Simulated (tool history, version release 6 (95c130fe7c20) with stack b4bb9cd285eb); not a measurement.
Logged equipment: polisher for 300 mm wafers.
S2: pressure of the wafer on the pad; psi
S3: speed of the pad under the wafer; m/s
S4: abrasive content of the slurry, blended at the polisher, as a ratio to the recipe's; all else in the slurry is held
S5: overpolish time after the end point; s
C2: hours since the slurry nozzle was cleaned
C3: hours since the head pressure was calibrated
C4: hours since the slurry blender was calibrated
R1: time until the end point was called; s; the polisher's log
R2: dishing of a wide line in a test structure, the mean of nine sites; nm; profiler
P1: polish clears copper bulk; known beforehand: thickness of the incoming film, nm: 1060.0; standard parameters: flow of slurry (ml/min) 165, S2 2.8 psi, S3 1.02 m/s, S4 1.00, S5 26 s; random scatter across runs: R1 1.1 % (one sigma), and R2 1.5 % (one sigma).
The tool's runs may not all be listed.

run 1 day=0.108 | flow_of_slurry_(ml/min)=165 S2=2.8 S3=1.02 S4=1.00 S5=26 | wafers_polished_on_this_pad=631 C2=280.3 C3=639.5 C4=239.5 | R1=119.090 R2=114.600
run 2 day=0.262 | flow_of_slurry_(ml/min)=165 S2=2.8 S3=1.02 S4=1.45 S5=26 | wafers_polished_on_this_pad=664 C2=284.0 C3=643.2 C4=243.2 | R1=109.280 R2=116.570
run 3 day=0.383 | flow_of_slurry_(ml/min)=260 S2=2.8 S3=1.02 S4=1.00 S5=26 | wafers_polished_on_this_pad=691 C2=286.9 C3=646.1 C4=246.1 | R1=112.860 R2=118.950
run 4 day=0.538 | flow_of_slurry_(ml/min)=165 S2=2.8 S3=1.02 S4=1.00 S5=52 | wafers_polished_on_this_pad=724 C2=290.6 C3=649.8 C4=249.8 | R1=119.020 R2=153.980
run 5 day=0.696 | flow_of_slurry_(ml/min)=165 S2=2.8 S3=1.02 S4=1.00 S5=8 | wafers_polished_on_this_pad=758 C2=294.4 C3=653.6 C4=253.6 | R1=119.040 R2=48.029
run 6 day=0.846 | flow_of_slurry_(ml/min)=165 S2=2.8 S3=0.60 S4=1.00 S5=50 | wafers_polished_on_this_pad=791 C2=298.0 C3=657.2 C4=257.2 | R1=204.270 R2=121.960
run 7 day=1.033 | flow_of_slurry_(ml/min)=165 S2=2.8 S3=1.02 S4=1.00 S5=26 | wafers_polished_on_this_pad=832 C2=302.5 C3=661.7 C4=261.7 | R1=120.230 R2=113.780
-- day=1.071 slurry blender recalibrated
run 8 day=1.183 | flow_of_slurry_(ml/min)=165 S2=2.8 S3=1.32 S4=1.00 S5=26 | wafers_polished_on_this_pad=864 C2=306.1 C3=665.3 C4=2.7 | R1=93.067 R2=126.180
run 9 day=1.283 | flow_of_slurry_(ml/min)=165 S2=2.8 S3=1.02 S4=1.00 S5=26 | wafers_polished_on_this_pad=886 C2=308.5 C3=667.7 C4=5.1 | R1=119.580 R2=112.290
run 10 day=1.383 | flow_of_slurry_(ml/min)=165 S2=2.8 S3=1.02 S4=0.75 S5=26 | wafers_polished_on_this_pad=908 C2=310.9 C3=670.1 C4=7.5 | R1=128.190 R2=108.840
run 11 day=1.554 | flow_of_slurry_(ml/min)=165 S2=2.8 S3=1.02 S4=1.00 S5=26 | wafers_polished_on_this_pad=945 C2=315.0 C3=674.2 C4=11.6 | R1=119.550 R2=115.830
run 12 day=1.683 | flow_of_slurry_(ml/min)=165 S2=2.8 S3=1.02 S4=1.00 S5=26 | wafers_polished_on_this_pad=973 C2=318.1 C3=677.3 C4=14.7 | R1=119.370 R2=114.720
-- day=1.717 head pressure recalibrated
run 13 day=1.783 | flow_of_slurry_(ml/min)=165 S2=2.8 S3=0.72 S4=1.00 S5=26 | wafers_polished_on_this_pad=995 C2=320.5 C3=1.6 C4=17.1 | R1=169.770 R2=91.776
run 14 day=1.946 | flow_of_slurry_(ml/min)=165 S2=2.8 S3=1.02 S4=1.00 S5=26 | wafers_polished_on_this_pad=1030 C2=324.4 C3=5.5 C4=21.0 | R1=119.350 R2=111.010
run 15 day=2.050 | flow_of_slurry_(ml/min)=165 S2=4.3 S3=1.02 S4=1.00 S5=26 | wafers_polished_on_this_pad=1052 C2=326.9 C3=8.0 C4=23.5 | R1=77.943 R2=153.390
run 16 day=2.225 | flow_of_slurry_(ml/min)=165 S2=2.8 S3=1.02 S4=1.00 S5=26 | wafers_polished_on_this_pad=1090 C2=331.1 C3=12.2 C4=27.7 | R1=118.940 R2=114.120
run 17 day=2.392 | flow_of_slurry_(ml/min)=165 S2=1.3 S3=1.02 S4=1.00 S5=26 | wafers_polished_on_this_pad=1127 C2=335.1 C3=16.2 C4=31.7 | R1=257.470 R2=59.679
run 18 day=2.575 | flow_of_slurry_(ml/min)=100 S2=2.8 S3=1.02 S4=1.00 S5=26 | wafers_polished_on_this_pad=1166 C2=339.5 C3=20.6 C4=36.1 | R1=135.190 R2=107.870
run 19 day=2.654 | flow_of_slurry_(ml/min)=165 S2=2.8 S3=1.02 S4=1.00 S5=26 | wafers_polished_on_this_pad=1184 C2=341.4 C3=22.5 C4=38.0 | R1=118.450 R2=113.170
run 20 day=2.771 | flow_of_slurry_(ml/min)=165 S2=2.8 S3=1.02 S4=1.00 S5=26 | wafers_polished_on_this_pad=1209 C2=344.2 C3=25.3 C4=40.8 | R1=122.550 R2=110.340
run 21 day=2.862 | flow_of_slurry_(ml/min)=165 S2=2.8 S3=1.02 S4=1.00 S5=26 | wafers_polished_on_this_pad=1229 C2=346.4 C3=27.5 C4=43.0 | R1=124.010 R2=113.890
run 22 day=3.017 | flow_of_slurry_(ml/min)=165 S2=2.8 S3=1.02 S4=1.00 S5=26 | wafers_polished_on_this_pad=1262 C2=350.1 C3=31.2 C4=46.7 | R1=124.860 R2=110.110
run 23 day=3.104 | flow_of_slurry_(ml/min)=165 S2=2.8 S3=1.02 S4=1.00 S5=26 | wafers_polished_on_this_pad=1281 C2=352.2 C3=33.3 C4=48.8 | R1=123.560 R2=108.820
run 24 day=3.196 | flow_of_slurry_(ml/min)=165 S2=2.8 S3=1.02 S4=1.00 S5=26 | wafers_polished_on_this_pad=1301 C2=354.4 C3=35.5 C4=51.0 | R1=129.820 R2=111.660
-- day=3.288 slurry blender recalibrated
run 25 day=3.346 | flow_of_slurry_(ml/min)=165 S2=2.8 S3=1.02 S4=1.00 S5=26 | wafers_polished_on_this_pad=1334 C2=358.0 C3=39.1 C4=1.4 | R1=128.330 R2=109.180
-- day=3.388 head pressure recalibrated
run 26 day=3.488 | flow_of_slurry_(ml/min)=165 S2=2.8 S3=1.02 S4=1.00 S5=26 | wafers_polished_on_this_pad=1365 C2=361.4 C3=2.4 C4=4.8 | R1=130.930 R2=110.270
run 27 day=3.642 | flow_of_slurry_(ml/min)=165 S2=2.8 S3=1.02 S4=1.00 S5=26 | wafers_polished_on_this_pad=1398 C2=365.1 C3=6.1 C4=8.5 | R1=131.030 R2=106.490
run 28 day=3.792 | flow_of_slurry_(ml/min)=165 S2=2.8 S3=1.02 S4=1.00 S5=26 | wafers_polished_on_this_pad=1431 C2=368.7 C3=9.7 C4=12.1 | R1=128.610 R2=106.700

The log shows P1 creeping away from where it was. Any of the 2 causes listed here, at the size stated for it, fits the log just as well as the others:
A: slurry flow missing at the pad, % = 32.7
B: removal rate lost through wear of the pad, % = 7.36
The drift started at roughly day 2.654.
The rest of the possible causes, and what rules out each one:
head's pressure below its setpoint, %: its service at day 3.388 followed the start of the drift and did not put the process back to its old value
abrasive missing from the slurry, %: its service at day 3.288 followed the start of the drift and did not put the process back to its old value

Consider the 4 check runs below, whose results appear as question marks and each of which averages 5 wafers. Which one distinguishes the causes, in that each cause would give it a clearly different result?
run check 1 day=3.942 | flow_of_slurry_(ml/min)=100 S2=1.3 S3=1.02 S4=1.00 S5=26 | R1=? R2=?
run check 2 day=3.942 | flow_of_slurry_(ml/min)=165 S2=2.8 S3=1.02 S4=1.20 S5=26 | R1=? R2=?
run check 3 day=3.942 | flow_of_slurry_(ml/min)=165 S2=2.8 S3=1.02 S4=1.45 S5=8 | R1=? R2=?
run check 4 day=3.942 | flow_of_slurry_(ml/min)=165 S2=2.8 S3=1.02 S4=1.40 S5=26 | R1=? R2=?

What each check would give under each cause:
check=check_1 result=R1 if_A=321.560 if_B=308.170
check=check_1 result=R2 if_A=51.966 if_B=53.607
check=check_2 result=R1 if_A=124.240 if_B=124.250
check=check_2 result=R2 if_A=111.150 if_B=111.140
check=check_3 result=R1 if_A=119.150 if_B=119.160
check=check_3 result=R2 if_A=48.560 if_B=48.558
check=check_4 result=R1 if_A=120.090 if_B=120.090
check=check_4 result=R2 if_A=113.320 if_B=113.310
Distance between the nearest two causes, measured in the result of the check that separates them most: check 1 4.25 %; check 2 0 %; check 3 0 %; check 4 0 %
Check 1 distinguishes between the causes, while the remaining checks would return nearly the same result for all of them.

Running check 1 produced the following: R1 323.290 s; R2 52.128 nm. Which one of the listed causes fits?

Of the candidate causes, it is A: slurry flow missing at the pad, %.

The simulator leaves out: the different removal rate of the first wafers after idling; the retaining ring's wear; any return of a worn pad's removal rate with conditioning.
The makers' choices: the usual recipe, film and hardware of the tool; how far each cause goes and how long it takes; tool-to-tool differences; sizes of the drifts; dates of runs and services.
